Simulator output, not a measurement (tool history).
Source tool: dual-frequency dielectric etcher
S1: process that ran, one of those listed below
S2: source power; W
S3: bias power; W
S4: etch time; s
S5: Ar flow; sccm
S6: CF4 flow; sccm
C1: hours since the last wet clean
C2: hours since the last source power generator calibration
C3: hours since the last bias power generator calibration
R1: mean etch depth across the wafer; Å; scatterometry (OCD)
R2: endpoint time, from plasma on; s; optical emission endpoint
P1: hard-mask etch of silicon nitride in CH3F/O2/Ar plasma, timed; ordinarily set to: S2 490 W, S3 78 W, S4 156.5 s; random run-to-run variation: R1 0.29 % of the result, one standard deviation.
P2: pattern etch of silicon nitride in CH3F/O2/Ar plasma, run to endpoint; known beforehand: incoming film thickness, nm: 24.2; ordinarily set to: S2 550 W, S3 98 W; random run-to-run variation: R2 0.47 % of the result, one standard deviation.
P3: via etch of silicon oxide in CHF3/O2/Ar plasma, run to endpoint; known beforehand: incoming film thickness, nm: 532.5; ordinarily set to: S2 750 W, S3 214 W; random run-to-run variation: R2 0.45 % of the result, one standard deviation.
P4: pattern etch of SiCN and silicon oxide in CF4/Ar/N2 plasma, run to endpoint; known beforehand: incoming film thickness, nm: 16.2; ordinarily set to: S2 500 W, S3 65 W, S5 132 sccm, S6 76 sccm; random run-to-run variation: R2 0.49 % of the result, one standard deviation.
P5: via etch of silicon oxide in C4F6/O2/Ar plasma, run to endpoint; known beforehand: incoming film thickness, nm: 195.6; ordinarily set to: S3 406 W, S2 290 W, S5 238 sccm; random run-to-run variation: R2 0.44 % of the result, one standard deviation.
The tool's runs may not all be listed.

run 1 day=0.350 | S1=P1 S2=490 S3=78 S4=156.5 | C1=124.6 C2=696.0 C3=295.0 | R1=1197.60
run 2 day=0.675 | S1=P1 S2=490 S3=78 S4=156.5 | C1=132.4 C2=703.8 C3=302.8 | R1=1206.70
run 3 day=1.079 | S1=P2 S2=450 S3=98 | C1=142.1 C2=713.5 C3=312.5 | R2=30.332
run 4 day=1.404 | S1=P2 S2=550 S3=98 | C1=149.9 C2=721.3 C3=320.3 | R2=27.938
run 5 day=1.667 | S1=P5 S2=360 S3=406 S5=238 | C1=156.2 C2=727.6 C3=326.6 | R2=46.153
run 6 day=2.008 | S1=P1 S2=490 S3=78 S4=156.5 | C1=164.4 C2=735.8 C3=334.8 | R1=1208.10
run 7 day=2.412 | S1=P3 S2=1000 S3=214 | C1=174.1 C2=745.5 C3=344.5 | R2=205.550
run 8 day=2.838 | S1=P1 S2=340 S3=78 S4=95.5 | C1=184.3 C2=755.7 C3=354.7 | R1=637.95
run 9 day=3.129 | S1=P1 S2=620 S3=78 S4=156.5 | C1=191.3 C2=762.7 C3=361.7 | R1=1310.70
run 10 day=3.354 | S1=P5 S2=290 S3=521 S5=238 | C1=196.7 C2=768.1 C3=367.1 | R2=45.439
run 11 day=3.792 | S1=P1 S2=490 S3=57 S4=156.5 | C1=207.2 C2=778.6 C3=377.6 | R1=1085.00
run 12 day=4.071 | S1=P4 S2=500 S3=65 S5=132 S6=76 | C1=213.9 C2=785.3 C3=384.3 | R2=18.111
run 13 day=4.421 | S1=P4 S2=500 S3=91 S5=132 S6=76 | C1=222.3 C2=793.7 C3=392.7 | R2=16.153
run 14 day=4.704 | S1=P1 S2=490 S3=96 S4=156.5 | C1=229.1 C2=800.5 C3=399.5 | R1=1288.80
run 15 day=5.117 | S1=P5 S2=290 S3=406 S5=238 | C1=239.0 C2=810.4 C3=409.4 | R2=49.906
run 16 day=5.583 | S1=P1 S2=390 S3=78 S4=156.5 | C1=250.2 C2=821.6 C3=420.6 | R1=1104.60
run 17 day=5.933 | S1=P1 S2=490 S3=78 S4=156.5 | C1=258.6 C2=830.0 C3=429.0 | R1=1201.70
run 18 day=6.396 | S1=P3 S2=750 S3=132 | C1=269.7 C2=841.1 C3=440.1 | R2=269.640
run 19 day=6.771 | S1=P1 S2=490 S3=78 S4=221.0 | C1=278.7 C2=850.1 C3=449.1 | R1=1694.90
run 20 day=7.050 | S1=P1 S2=340 S3=110 S4=156.5 | C1=285.4 C2=856.8 C3=455.8 | R1=1183.00
run 21 day=7.479 | S1=P5 S2=290 S3=406 S5=141 | C1=295.7 C2=867.1 C3=466.1 | R2=46.824
run 22 day=7.817 | S1=P1 S2=490 S3=78 S4=96.5 | C1=303.8 C2=875.2 C3=474.2 | R1=739.11
run 23 day=8.304 | S1=P1 S2=490 S3=78 S4=156.5 | C1=315.5 C2=886.9 C3=485.9 | R1=1198.10

Estimate the outcome of run 24 from the log above:
run 24 day=8.533 | S1=P1 S2=490 S3=57 S4=116.0 | C1=321.0 C2=892.4 C3=491.4 | R1=?

Run 24 produced R1 798.35 Å.

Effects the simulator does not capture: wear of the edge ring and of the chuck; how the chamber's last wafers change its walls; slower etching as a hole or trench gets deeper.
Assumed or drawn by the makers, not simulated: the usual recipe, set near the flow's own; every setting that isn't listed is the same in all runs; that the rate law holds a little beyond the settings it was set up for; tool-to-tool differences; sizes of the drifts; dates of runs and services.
